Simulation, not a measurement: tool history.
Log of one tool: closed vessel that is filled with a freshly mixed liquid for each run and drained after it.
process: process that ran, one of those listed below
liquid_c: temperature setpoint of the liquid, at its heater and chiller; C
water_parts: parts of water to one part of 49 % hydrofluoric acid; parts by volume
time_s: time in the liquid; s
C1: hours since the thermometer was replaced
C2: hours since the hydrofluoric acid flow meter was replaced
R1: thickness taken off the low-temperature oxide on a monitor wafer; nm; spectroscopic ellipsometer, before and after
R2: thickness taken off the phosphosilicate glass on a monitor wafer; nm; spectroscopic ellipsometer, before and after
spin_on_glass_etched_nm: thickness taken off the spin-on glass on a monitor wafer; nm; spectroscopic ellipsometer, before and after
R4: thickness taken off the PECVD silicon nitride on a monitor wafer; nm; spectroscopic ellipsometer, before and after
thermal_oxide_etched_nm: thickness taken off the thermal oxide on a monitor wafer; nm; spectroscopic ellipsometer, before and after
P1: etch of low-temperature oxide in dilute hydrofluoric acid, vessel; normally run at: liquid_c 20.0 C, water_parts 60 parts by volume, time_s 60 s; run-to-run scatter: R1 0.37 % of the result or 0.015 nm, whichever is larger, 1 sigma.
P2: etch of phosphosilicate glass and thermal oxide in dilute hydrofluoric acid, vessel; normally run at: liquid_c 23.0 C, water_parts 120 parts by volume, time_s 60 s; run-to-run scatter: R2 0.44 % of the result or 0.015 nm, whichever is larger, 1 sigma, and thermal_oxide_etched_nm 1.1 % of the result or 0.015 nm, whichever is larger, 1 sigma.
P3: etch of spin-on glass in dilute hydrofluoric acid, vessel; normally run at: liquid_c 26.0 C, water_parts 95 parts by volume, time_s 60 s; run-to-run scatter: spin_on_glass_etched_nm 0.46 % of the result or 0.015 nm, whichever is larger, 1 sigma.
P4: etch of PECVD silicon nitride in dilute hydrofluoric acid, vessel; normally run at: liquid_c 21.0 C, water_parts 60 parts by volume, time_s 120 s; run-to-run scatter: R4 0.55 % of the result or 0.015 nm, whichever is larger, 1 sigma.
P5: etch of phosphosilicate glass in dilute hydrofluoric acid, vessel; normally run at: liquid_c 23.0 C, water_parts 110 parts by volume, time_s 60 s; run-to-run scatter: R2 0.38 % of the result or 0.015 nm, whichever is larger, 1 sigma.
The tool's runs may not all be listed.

run 1 hour=6.4 | process=P1 liquid_c=20.0 water_parts=60 time_s=60 | C1=651.5 C2=286.0 | R1=26.7240
run 2 hour=13.6 | process=P1 liquid_c=20.0 water_parts=60 time_s=60 | C1=658.7 C2=293.2 | R1=26.4900
run 3 hour=26.5 | process=P5 liquid_c=23.0 water_parts=110 time_s=30 | C1=671.6 C2=306.1 | R2=25.190
run 4 hour=34.9 | process=P1 liquid_c=20.0 water_parts=60 time_s=60 | C1=680.0 C2=314.5 | R1=26.6850
run 5 hour=47.0 | process=P1 liquid_c=20.0 water_parts=60 time_s=30 | C1=692.1 C2=326.6 | R1=13.3710
run 6 hour=55.9 | process=P1 liquid_c=20.0 water_parts=60 time_s=100 | C1=701.0 C2=335.5 | R1=44.2090
run 7 hour=66.2 | process=P1 liquid_c=20.0 water_parts=60 time_s=60 | C1=711.3 C2=345.8 | R1=26.6240
run 8 hour=72.9 | process=P3 liquid_c=32.5 water_parts=95 time_s=60 | C1=718.0 C2=352.5 | spin_on_glass_etched_nm=48.406
run 9 hour=83.6 | process=P4 liquid_c=21.0 water_parts=60 time_s=120 | C1=728.7 C2=363.2 | R4=5.2189
run 10 hour=96.7 | process=P1 liquid_c=20.0 water_parts=25 time_s=60 | C1=741.8 C2=376.3 | R1=66.4880
run 11 hour=104.6 | process=P4 liquid_c=21.0 water_parts=60 time_s=120 | C1=749.7 C2=384.2 | R4=5.2709
run 12 hour=113.1 | process=P1 liquid_c=17.0 water_parts=80 time_s=60 | C1=758.2 C2=392.7 | R1=17.3150
run 13 hour=124.6 | process=P1 liquid_c=20.0 water_parts=60 time_s=60 | C1=769.7 C2=404.2 | R1=26.5270
run 14 hour=137.4 | process=P1 liquid_c=20.0 water_parts=60 time_s=60 | C1=782.5 C2=417.0 | R1=26.4340
run 15 hour=147.4 | process=P3 liquid_c=26.0 water_parts=95 time_s=60 | C1=792.5 C2=427.0 | spin_on_glass_etched_nm=37.948
run 16 hour=153.5 | process=P1 liquid_c=20.0 water_parts=85 time_s=30 | C1=798.6 C2=433.1 | R1=9.1612
run 17 hour=167.0 | process=P1 liquid_c=28.0 water_parts=60 time_s=60 | C1=812.1 C2=446.6 | R1=36.8390
run 18 hour=175.2 | process=P2 liquid_c=23.0 water_parts=120 time_s=60 | C1=820.3 C2=454.8 | R2=42.359 thermal_oxide_etched_nm=2.1926
run 19 hour=181.3 | process=P2 liquid_c=17.0 water_parts=120 time_s=60 | C1=826.4 C2=460.9 | R2=33.150 thermal_oxide_etched_nm=1.7384
run 20 hour=188.8 | process=P4 liquid_c=21.0 water_parts=60 time_s=235 | C1=833.9 C2=468.4 | R4=10.2300
run 21 hour=198.0 | process=P5 liquid_c=23.0 water_parts=190 time_s=60 | C1=843.1 C2=477.6 | R2=26.465
run 22 hour=209.8 | process=P1 liquid_c=17.0 water_parts=60 time_s=60 | C1=854.9 C2=489.4 | R1=23.4380
run 23 hour=216.7 | process=P1 liquid_c=17.0 water_parts=80 time_s=60 | C1=861.8 C2=496.3 | R1=17.2640
run 24 hour=225.6 | process=P4 liquid_c=17.0 water_parts=60 time_s=120 | C1=870.7 C2=505.2 | R4=3.9504
run 25 hour=235.6 | process=P1 liquid_c=20.0 water_parts=85 time_s=60 | C1=880.7 C2=515.2 | R1=18.2790
run 26 hour=248.3 | process=P2 liquid_c=23.0 water_parts=185 time_s=60 | C1=893.4 C2=527.9 | R2=25.301 thermal_oxide_etched_nm=1.2986
run 27 hour=261.6 | process=P5 liquid_c=23.0 water_parts=110 time_s=60 | C1=906.7 C2=541.2 | R2=49.804
run 28 hour=270.5 | process=P3 liquid_c=26.0 water_parts=95 time_s=90 | C1=915.6 C2=550.1 | spin_on_glass_etched_nm=56.171
run 29 hour=282.4 | process=P3 liquid_c=26.0 water_parts=165 time_s=60 | C1=927.5 C2=562.0 | spin_on_glass_etched_nm=19.875
run 30 hour=295.0 | process=P2 liquid_c=23.0 water_parts=120 time_s=30 | C1=940.1 C2=574.6 | R2=21.271 thermal_oxide_etched_nm=1.1074
run 31 hour=308.4 | process=P4 liquid_c=21.0 water_parts=20 time_s=120 | C1=953.5 C2=588.0 | R4=14.9180
run 32 hour=319.5 | process=P1 liquid_c=20.0 water_parts=60 time_s=60 | C1=964.6 C2=599.1 | R1=26.6280
run 33 hour=331.4 | process=P5 liquid_c=17.5 water_parts=110 time_s=60 | C1=976.5 C2=611.0 | R2=39.664
run 34 hour=343.6 | process=P1 liquid_c=20.0 water_parts=60 time_s=60 | C1=988.7 C2=623.2 | R1=26.8480
run 35 hour=354.1 | process=P1 liquid_c=20.0 water_parts=60 time_s=60 | C1=999.2 C2=633.7 | R1=25.9830
run 36 hour=360.9 | process=P1 liquid_c=20.0 water_parts=60 time_s=60 | C1=1006.0 C2=640.5 | R1=25.5190
run 37 hour=367.2 | process=P1 liquid_c=20.0 water_parts=60 time_s=60 | C1=1012.3 C2=646.8 | R1=25.2770
run 38 hour=378.5 | process=P1 liquid_c=20.0 water_parts=60 time_s=60 | C1=1023.6 C2=658.1 | R1=25.1490
run 39 hour=390.0 | process=P1 liquid_c=20.0 water_parts=60 time_s=60 | C1=1035.1 C2=669.6 | R1=24.7490
run 40 hour=396.6 | process=P1 liquid_c=20.0 water_parts=60 time_s=60 | C1=1041.7 C2=676.2 | R1=24.8160
run 41 hour=403.9 | process=P1 liquid_c=20.0 water_parts=60 time_s=60 | C1=1049.0 C2=683.5 | R1=24.7720
run 42 hour=415.4 | process=P1 liquid_c=20.0 water_parts=60 time_s=60 | C1=1060.5 C2=695.0 | R1=24.9030
run 43 hour=422.9 | process=P1 liquid_c=20.0 water_parts=60 time_s=60 | C1=1068.0 C2=702.5 | R1=24.7800

What P1 gives has crept away from where it was. These 2 causes fit the log equally well, each at the size given:
A: liquid colder than its thermometer reads (K) = 1.75
B: hydrofluoric acid flow below the setpoint (%) = 6.67
The creep began at about hour 343.6.

4 check runs are offered, one wafer each, their results left as question marks. Which one tells the causes apart?
run check 1 hour=430.4 | process=P2 liquid_c=23.0 water_parts=120 time_s=60 | R2=? thermal_oxide_etched_nm=?
run check 2 hour=430.4 | process=P3 liquid_c=26.0 water_parts=95 time_s=60 | spin_on_glass_etched_nm=?
run check 3 hour=430.4 | process=P5 liquid_c=23.0 water_parts=110 time_s=60 | R2=?
run check 4 hour=430.4 | process=P4 liquid_c=21.0 water_parts=60 time_s=120 | R4=?

What each check would give under each cause:
check=check_1 result=R2 if_A=39.395 if_B=39.025
check=check_1 result=thermal_oxide_etched_nm if_A=2.0185 if_B=1.9995
check=check_2 result=spin_on_glass_etched_nm if_A=35.221 if_B=34.908
check=check_3 result=R2 if_A=46.660 if_B=46.278
check=check_4 result=R4 if_A=4.6062 if_B=4.8595
How far apart the two closest causes lie, in the result that separates them most: check 1 0.94 %; check 2 0.89 %; check 3 0.82 %; check 4 5.35 %
Check 4 tells the causes apart: in the others they would give nearly the same result.

Then check 4 was run and gave: R4 4.8857 nm. Which cause is it?

It is B: hydrofluoric acid flow below the setpoint (%).

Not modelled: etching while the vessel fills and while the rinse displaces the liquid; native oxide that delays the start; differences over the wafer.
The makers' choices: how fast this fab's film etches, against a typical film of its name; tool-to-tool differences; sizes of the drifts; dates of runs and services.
